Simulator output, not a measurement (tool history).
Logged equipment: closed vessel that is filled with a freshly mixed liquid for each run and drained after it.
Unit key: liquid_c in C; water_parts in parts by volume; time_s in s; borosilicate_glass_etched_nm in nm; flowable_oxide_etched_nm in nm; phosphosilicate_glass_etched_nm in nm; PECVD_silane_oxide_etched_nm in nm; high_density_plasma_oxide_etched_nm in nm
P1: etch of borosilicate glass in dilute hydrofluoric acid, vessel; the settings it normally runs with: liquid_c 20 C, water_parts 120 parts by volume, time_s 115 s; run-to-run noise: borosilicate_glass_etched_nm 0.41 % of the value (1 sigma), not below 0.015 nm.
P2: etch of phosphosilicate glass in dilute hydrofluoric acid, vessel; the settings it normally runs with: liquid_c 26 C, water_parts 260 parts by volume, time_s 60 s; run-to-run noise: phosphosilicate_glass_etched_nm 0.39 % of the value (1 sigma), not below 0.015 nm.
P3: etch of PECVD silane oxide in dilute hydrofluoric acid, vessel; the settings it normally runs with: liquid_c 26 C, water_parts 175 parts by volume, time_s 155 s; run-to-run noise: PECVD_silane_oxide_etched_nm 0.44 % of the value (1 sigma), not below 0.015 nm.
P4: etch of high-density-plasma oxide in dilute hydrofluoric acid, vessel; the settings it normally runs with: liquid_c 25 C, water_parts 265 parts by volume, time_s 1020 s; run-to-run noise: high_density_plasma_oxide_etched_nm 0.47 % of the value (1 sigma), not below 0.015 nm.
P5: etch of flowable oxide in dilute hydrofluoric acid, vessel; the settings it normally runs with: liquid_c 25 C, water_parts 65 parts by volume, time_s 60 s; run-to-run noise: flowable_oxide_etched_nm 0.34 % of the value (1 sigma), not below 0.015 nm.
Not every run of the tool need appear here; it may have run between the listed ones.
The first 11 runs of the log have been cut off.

run,day,process,liquid_c,water_parts,time_s,hours since the thermometer was replaced,hours since the hydrofluoric acid flow meter was replaced,borosilicate_glass_etched_nm,flowable_oxide_etched_nm,phosphosilicate_glass_etched_nm,PECVD_silane_oxide_etched_nm,high_density_plasma_oxide_etched_nm
12,6.217,P3,26,35,155,103.4,1041.8,,,,251.38,
13,6.538,P1,26.5,120,115,111.1,1049.5,28.138,,,,
14,7.1,P5,32.5,65,60,124.6,1063,,45.746,,,
15,7.396,P1,20,120,115,131.7,1070.1,21.697,,,,
16,7.858,P4,20,265,1020,142.8,1081.2,,,,,18.535
17,8.546,P5,25,65,30,159.3,1097.7,,17.097,,,
18,9.217,P2,19,260,60,175.4,1113.8,,,22.579,,
19,9.767,P2,26,260,60,188.6,1127,,,29.109,,
20,10.108,P5,25,65,60,196.8,1135.2,,34.162,,,
21,10.45,P1,20,120,115,205,1143.4,21.654,,,,
22,10.917,P2,26,95,60,216.2,1154.6,,,96.236,,
23,11.575,P3,26,175,155,232,1170.4,,,,41.805,
24,12.104,P1,17,120,30,244.7,1183.1,5.0327,,,,
25,12.629,P4,25,265,1535,257.3,1195.7,,,,,33.564
26,13.104,P1,20,120,115,268.7,1207.1,21.792,,,,
27,13.733,P4,25,435,1020,283.8,1222.2,,,,,11.614

Estimate the outcome of run 28 from the log above:
28,14.208,P5,25,100,60,295.2,1233.6,,?,,,

flowable_oxide_etched_nm: 21.07 nm
